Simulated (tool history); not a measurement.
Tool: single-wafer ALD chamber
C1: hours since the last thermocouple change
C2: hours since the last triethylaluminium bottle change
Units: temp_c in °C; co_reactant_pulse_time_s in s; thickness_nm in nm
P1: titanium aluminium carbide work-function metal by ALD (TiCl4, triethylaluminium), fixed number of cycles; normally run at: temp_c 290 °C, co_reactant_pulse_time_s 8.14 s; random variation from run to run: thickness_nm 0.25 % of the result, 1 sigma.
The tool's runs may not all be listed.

run 1 hour=6.3 | temp_c=290 co_reactant_pulse_time_s=8.14 | C1=394.4 C2=1032.2 | thickness_nm=1.8630
-- hour=7.2 triethylaluminium bottle replaced
run 2 hour=13.3 | temp_c=290 co_reactant_pulse_time_s=8.14 | C1=401.4 C2=6.1 | thickness_nm=1.8601
run 3 hour=17.1 | temp_c=290 co_reactant_pulse_time_s=8.14 | C1=405.2 C2=9.9 | thickness_nm=1.8529
run 4 hour=24.3 | temp_c=290 co_reactant_pulse_time_s=8.14 | C1=412.4 C2=17.1 | thickness_nm=1.8532
run 5 hour=27.9 | temp_c=290 co_reactant_pulse_time_s=12.87 | C1=416.0 C2=20.7 | thickness_nm=1.9565
run 6 hour=35.3 | temp_c=275 co_reactant_pulse_time_s=4.76 | C1=423.4 C2=28.1 | thickness_nm=1.4872
run 7 hour=39.1 | temp_c=290 co_reactant_pulse_time_s=8.14 | C1=427.2 C2=31.9 | thickness_nm=1.8541
run 8 hour=44.4 | temp_c=290 co_reactant_pulse_time_s=8.14 | C1=432.5 C2=37.2 | thickness_nm=1.8474
run 9 hour=51.2 | temp_c=290 co_reactant_pulse_time_s=3.89 | C1=439.3 C2=44.0 | thickness_nm=1.4502
run 10 hour=56.3 | temp_c=303 co_reactant_pulse_time_s=8.14 | C1=444.4 C2=49.1 | thickness_nm=1.9662
run 11 hour=61.3 | temp_c=276 co_reactant_pulse_time_s=8.14 | C1=449.4 C2=54.1 | thickness_nm=1.7426
run 12 hour=69.4 | temp_c=290 co_reactant_pulse_time_s=8.14 | C1=457.5 C2=62.2 | thickness_nm=1.8560
run 13 hour=77.3 | temp_c=290 co_reactant_pulse_time_s=8.14 | C1=465.4 C2=70.1 | thickness_nm=1.8194
run 14 hour=82.2 | temp_c=290 co_reactant_pulse_time_s=8.14 | C1=470.3 C2=75.0 | thickness_nm=1.8212
run 15 hour=87.0 | temp_c=290 co_reactant_pulse_time_s=8.14 | C1=475.1 C2=79.8 | thickness_nm=1.8116
run 16 hour=94.9 | temp_c=290 co_reactant_pulse_time_s=8.14 | C1=483.0 C2=87.7 | thickness_nm=1.8104
run 17 hour=101.5 | temp_c=290 co_reactant_pulse_time_s=8.14 | C1=489.6 C2=94.3 | thickness_nm=1.8118
run 18 hour=105.9 | temp_c=290 co_reactant_pulse_time_s=8.14 | C1=494.0 C2=98.7 | thickness_nm=1.8071

What P1 gives has crept away from where it was. These 2 causes fit the log equally well, each at the size given:
A: wafer temperature below the value expected at the setpoint (K) = 5.6
B: triethylaluminium dose below that of a fresh bottle (%) = 11.8
The creep began at about hour 69.4.

4 check runs are offered, one wafer each, their results left as question marks. Which one tells the causes apart?
run check 1 hour=110.3 | temp_c=299 co_reactant_pulse_time_s=5.20 | thickness_nm=?
run check 2 hour=110.3 | temp_c=280 co_reactant_pulse_time_s=8.14 | thickness_nm=?
run check 3 hour=110.3 | temp_c=281 co_reactant_pulse_time_s=8.14 | thickness_nm=?
run check 4 hour=110.3 | temp_c=299 co_reactant_pulse_time_s=8.14 | thickness_nm=?

What each check would give under each cause:
check=check_1 result=thickness_nm if_A=1.6721 if_B=1.6332
check=check_2 result=thickness_nm if_A=1.7271 if_B=1.7285
check=check_3 result=thickness_nm if_A=1.7353 if_B=1.7366
check=check_4 result=thickness_nm if_A=1.8848 if_B=1.8831
How far apart the two closest causes lie, in the result that separates them most: check 1 2.35 %; check 2 0.08 %; check 3 0.07 %; check 4 0.09 %
Only check 1 tells the causes apart: in the others they would give nearly the same result.

Then check 1 was run and gave: thickness_nm 1.6763 nm. Which cause is it?

It is A: wafer temperature below the value expected at the setpoint (K).
